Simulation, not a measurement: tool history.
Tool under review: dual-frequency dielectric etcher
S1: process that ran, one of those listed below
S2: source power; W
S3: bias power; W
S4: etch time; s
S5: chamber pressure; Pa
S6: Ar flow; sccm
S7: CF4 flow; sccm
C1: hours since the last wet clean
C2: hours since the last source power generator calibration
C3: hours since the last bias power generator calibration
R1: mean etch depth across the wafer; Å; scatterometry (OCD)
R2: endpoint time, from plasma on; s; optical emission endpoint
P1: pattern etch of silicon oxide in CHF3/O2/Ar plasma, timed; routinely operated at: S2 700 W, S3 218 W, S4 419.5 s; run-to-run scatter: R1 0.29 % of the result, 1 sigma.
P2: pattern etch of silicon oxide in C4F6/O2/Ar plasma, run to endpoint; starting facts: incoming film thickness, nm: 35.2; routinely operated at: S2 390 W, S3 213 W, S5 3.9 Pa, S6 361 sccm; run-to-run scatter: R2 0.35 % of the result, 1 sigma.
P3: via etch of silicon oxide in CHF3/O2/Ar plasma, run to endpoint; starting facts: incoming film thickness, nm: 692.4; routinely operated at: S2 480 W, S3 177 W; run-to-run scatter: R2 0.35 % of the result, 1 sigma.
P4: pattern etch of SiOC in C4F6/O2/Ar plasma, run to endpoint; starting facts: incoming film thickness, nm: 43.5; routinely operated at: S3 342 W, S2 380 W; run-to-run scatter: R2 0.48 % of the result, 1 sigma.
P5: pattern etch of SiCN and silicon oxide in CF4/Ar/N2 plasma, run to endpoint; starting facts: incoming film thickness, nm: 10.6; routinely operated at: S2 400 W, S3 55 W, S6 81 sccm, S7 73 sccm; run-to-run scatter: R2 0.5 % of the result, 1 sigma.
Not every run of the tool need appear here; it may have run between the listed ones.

{"run": 1, "day": 0.308, "S1": "P1", "S2": 700, "S3": 218, "S4": 419.5, "C1": 408.0, "C2": 2331.8, "C3": 2321.1, "R1": 9368.2}
{"run": 2, "day": 0.496, "S1": "P1", "S2": 1000, "S3": 218, "S4": 419.5, "C1": 412.5, "C2": 2336.3, "C3": 2325.6, "R1": 10657.0}
{"run": 3, "day": 0.729, "S1": "P1", "S2": 700, "S3": 218, "S4": 419.5, "C1": 418.1, "C2": 2341.9, "C3": 2331.2, "R1": 9366.4}
{"run": 4, "day": 0.95, "S1": "P1", "S2": 700, "S3": 218, "S4": 419.5, "C1": 423.4, "C2": 2347.2, "C3": 2336.5, "R1": 9323.8}
{"run": 5, "day": 1.233, "S1": "P2", "S2": 390, "S3": 213, "S5": 3.9, "S6": 439, "C1": 430.2, "C2": 2354.0, "C3": 2343.3, "R2": 11.403}
{"run": 6, "day": 1.462, "S1": "P4", "S2": 380, "S3": 342, "C1": 435.7, "C2": 2359.5, "C3": 2348.8, "R2": 16.941}
{"run": 7, "day": 1.858, "S1": "P1", "S2": 700, "S3": 218, "S4": 230.5, "C1": 445.2, "C2": 2369.0, "C3": 2358.3, "R1": 5132.7}
{"run": 8, "day": 2.183, "S1": "P3", "S2": 480, "S3": 177, "C1": 453.0, "C2": 2376.8, "C3": 2366.1, "R2": 380.8}
{"day": 2.425, "done": "source power generator calibrated"}
{"run": 9, "day": 2.562, "S1": "P5", "S2": 400, "S3": 33, "S6": 81, "S7": 73, "C1": 462.1, "C2": 3.3, "C3": 2375.2, "R2": 16.377}
{"run": 10, "day": 2.875, "S1": "P2", "S2": 270, "S3": 213, "S5": 3.9, "S6": 361, "C1": 469.6, "C2": 10.8, "C3": 2382.7, "R2": 12.845}
{"run": 11, "day": 3.1, "S1": "P2", "S2": 390, "S3": 213, "S5": 3.9, "S6": 361, "C1": 475.0, "C2": 16.2, "C3": 2388.1, "R2": 11.112}
{"run": 12, "day": 3.408, "S1": "P2", "S2": 390, "S3": 301, "S5": 3.9, "S6": 361, "C1": 482.4, "C2": 23.6, "C3": 2395.5, "R2": 9.9387}
{"run": 13, "day": 3.662, "S1": "P5", "S2": 400, "S3": 55, "S6": 49, "S7": 73, "C1": 488.5, "C2": 29.7, "C3": 2401.6, "R2": 13.232}
{"run": 14, "day": 3.867, "S1": "P3", "S2": 480, "S3": 213, "C1": 493.4, "C2": 34.6, "C3": 2406.5, "R2": 357.11}
{"run": 15, "day": 4.05, "S1": "P1", "S2": 700, "S3": 218, "S4": 419.5, "C1": 497.8, "C2": 39.0, "C3": 2410.9, "R1": 9290.0}
{"run": 16, "day": 4.358, "S1": "P1", "S2": 700, "S3": 161, "S4": 419.5, "C1": 505.2, "C2": 46.4, "C3": 2418.3, "R1": 8446.5}
{"run": 17, "day": 4.729, "S1": "P3", "S2": 480, "S3": 177, "C1": 514.1, "C2": 55.3, "C3": 2427.2, "R2": 378.68}
{"run": 18, "day": 5.125, "S1": "P3", "S2": 590, "S3": 177, "C1": 523.6, "C2": 64.8, "C3": 2436.7, "R2": 351.29}
{"run": 19, "day": 5.417, "S1": "P1", "S2": 700, "S3": 218, "S4": 419.5, "C1": 530.6, "C2": 71.8, "C3": 2443.7, "R1": 9366.4}
{"run": 20, "day": 5.804, "S1": "P2", "S2": 390, "S3": 213, "S5": 5.2, "S6": 361, "C1": 539.9, "C2": 81.1, "C3": 2453.0, "R2": 11.592}
{"run": 21, "day": 6.008, "S1": "P4", "S2": 380, "S3": 448, "C1": 544.8, "C2": 86.0, "C3": 2457.9, "R2": 15.393}
{"run": 22, "day": 6.212, "S1": "P1", "S2": 700, "S3": 218, "S4": 583.5, "C1": 549.7, "C2": 90.9, "C3": 2462.8, "R1": 13014.0}
{"run": 23, "day": 6.538, "S1": "P1", "S2": 580, "S3": 278, "S4": 419.5, "C1": 557.5, "C2": 98.7, "C3": 2470.6, "R1": 9467.8}
{"run": 24, "day": 6.917, "S1": "P5", "S2": 400, "S3": 55, "S6": 81, "S7": 73, "C1": 566.6, "C2": 107.8, "C3": 2479.7, "R2": 13.917}
{"run": 25, "day": 7.288, "S1": "P4", "S2": 380, "S3": 342, "C1": 575.5, "C2": 116.7, "C3": 2488.6, "R2": 17.072}
{"run": 26, "day": 7.488, "S1": "P1", "S2": 500, "S3": 218, "S4": 523.5, "C1": 580.3, "C2": 121.5, "C3": 2493.4, "R1": 10269.0}
{"run": 27, "day": 7.762, "S1": "P1", "S2": 700, "S3": 277, "S4": 419.5, "C1": 586.9, "C2": 128.1, "C3": 2500.0, "R1": 10151.0}
{"run": 28, "day": 8.071, "S1": "P1", "S2": 450, "S3": 218, "S4": 419.5, "C1": 594.3, "C2": 135.5, "C3": 2507.4, "R1": 7911.7}
{"run": 29, "day": 8.375, "S1": "P5", "S2": 480, "S3": 55, "S6": 81, "S7": 73, "C1": 601.6, "C2": 142.8, "C3": 2514.7, "R2": 12.079}
{"run": 30, "day": 8.588, "S1": "P4", "S2": 510, "S3": 342, "C1": 606.7, "C2": 147.9, "C3": 2519.8, "R2": 15.268}
{"run": 31, "day": 8.979, "S1": "P5", "S2": 400, "S3": 55, "S6": 81, "S7": 91, "C1": 616.1, "C2": 157.3, "C3": 2529.2, "R2": 13.627}
{"run": 32, "day": 9.275, "S1": "P1", "S2": 700, "S3": 218, "S4": 419.5, "C1": 623.2, "C2": 164.4, "C3": 2536.3, "R1": 9365.8}
{"run": 33, "day": 9.671, "S1": "P1", "S2": 700, "S3": 218, "S4": 419.5, "C1": 632.7, "C2": 173.9, "C3": 2545.8, "R1": 9336.3}
{"run": 34, "day": 9.954, "S1": "P1", "S2": 700, "S3": 218, "S4": 419.5, "C1": 639.5, "C2": 180.7, "C3": 2552.6, "R1": 9224.0}
{"run": 35, "day": 10.25, "S1": "P1", "S2": 700, "S3": 218, "S4": 419.5, "C1": 646.6, "C2": 187.8, "C3": 2559.7, "R1": 9243.0}
{"run": 36, "day": 10.517, "S1": "P1", "S2": 700, "S3": 218, "S4": 419.5, "C1": 653.0, "C2": 194.2, "C3": 2566.1, "R1": 9237.2}
{"run": 37, "day": 10.729, "S1": "P1", "S2": 700, "S3": 218, "S4": 419.5, "C1": 658.1, "C2": 199.3, "C3": 2571.2, "R1": 9181.4}
{"day": 10.879, "done": "wet clean of the chamber"}
{"run": 38, "day": 11.092, "S1": "P1", "S2": 700, "S3": 218, "S4": 419.5, "C1": 5.1, "C2": 208.0, "C3": 2579.9, "R1": 9165.7}
{"run": 39, "day": 11.304, "S1": "P1", "S2": 700, "S3": 218, "S4": 419.5, "C1": 10.2, "C2": 213.1, "C3": 2585.0, "R1": 9209.3}
{"run": 40, "day": 11.688, "S1": "P1", "S2": 700, "S3": 218, "S4": 419.5, "C1": 19.4, "C2": 222.3, "C3": 2594.2, "R1": 9173.6}
{"run": 41, "day": 11.942, "S1": "P1", "S2": 700, "S3": 218, "S4": 419.5, "C1": 25.5, "C2": 228.4, "C3": 2600.3, "R1": 9196.8}

P1 no longer gives what it gave before; its output has crept away from where it was. The following 2 causes, each at its listed size, fit the log equally well:
A: source power that arrives under what is set, % = 3.78
B: bias power that arrives under what is set, % = 4.15
At approximately day 9.275, the process output began to creep.
All other causes, with the reason each is excluded:
chamber walls in a state that lowers the etch rate, %: serviced at day 10.879, which brought nothing back

Of the 4 check runs below, each run on 3 wafers with the results averaged and each result still a question mark, which one would tell the listed causes apart?
{"run": "check 1", "day": 12.196, "S1": "P3", "S2": 480, "S3": 177, "R2": "?"}
{"run": "check 2", "day": 12.196, "S1": "P5", "S2": 400, "S3": 55, "S6": 81, "S7": 73, "R2": "?"}
{"run": "check 3", "day": 12.196, "S1": "P2", "S2": 390, "S3": 213, "S5": 3.9, "S6": 361, "R2": "?"}
{"run": "check 4", "day": 12.196, "S1": "P4", "S2": 380, "S3": 342, "R2": "?"}

Check results expected under each cause:
check=check_1 result=R2 if_A=387.0300 if_B=386.9100
check=check_2 result=R2 if_A=14.6230 if_B=14.3130
check=check_3 result=R2 if_A=11.3230 if_B=11.3110
check=check_4 result=R2 if_A=17.2090 if_B=17.2170
Per-check spread between the two closest causes, in the result where they differ most: check 1 0.03 %; check 2 2.14 %; check 3 0.1 %; check 4 0.04 %
The causes can be told apart only by check 2. The other checks would give nearly the same results under each of them.

Check 2 was then run and gave: R2 14.2680 s. Which cause is it?

The correct cause is B, namely: bias power that arrives under what is set, %.

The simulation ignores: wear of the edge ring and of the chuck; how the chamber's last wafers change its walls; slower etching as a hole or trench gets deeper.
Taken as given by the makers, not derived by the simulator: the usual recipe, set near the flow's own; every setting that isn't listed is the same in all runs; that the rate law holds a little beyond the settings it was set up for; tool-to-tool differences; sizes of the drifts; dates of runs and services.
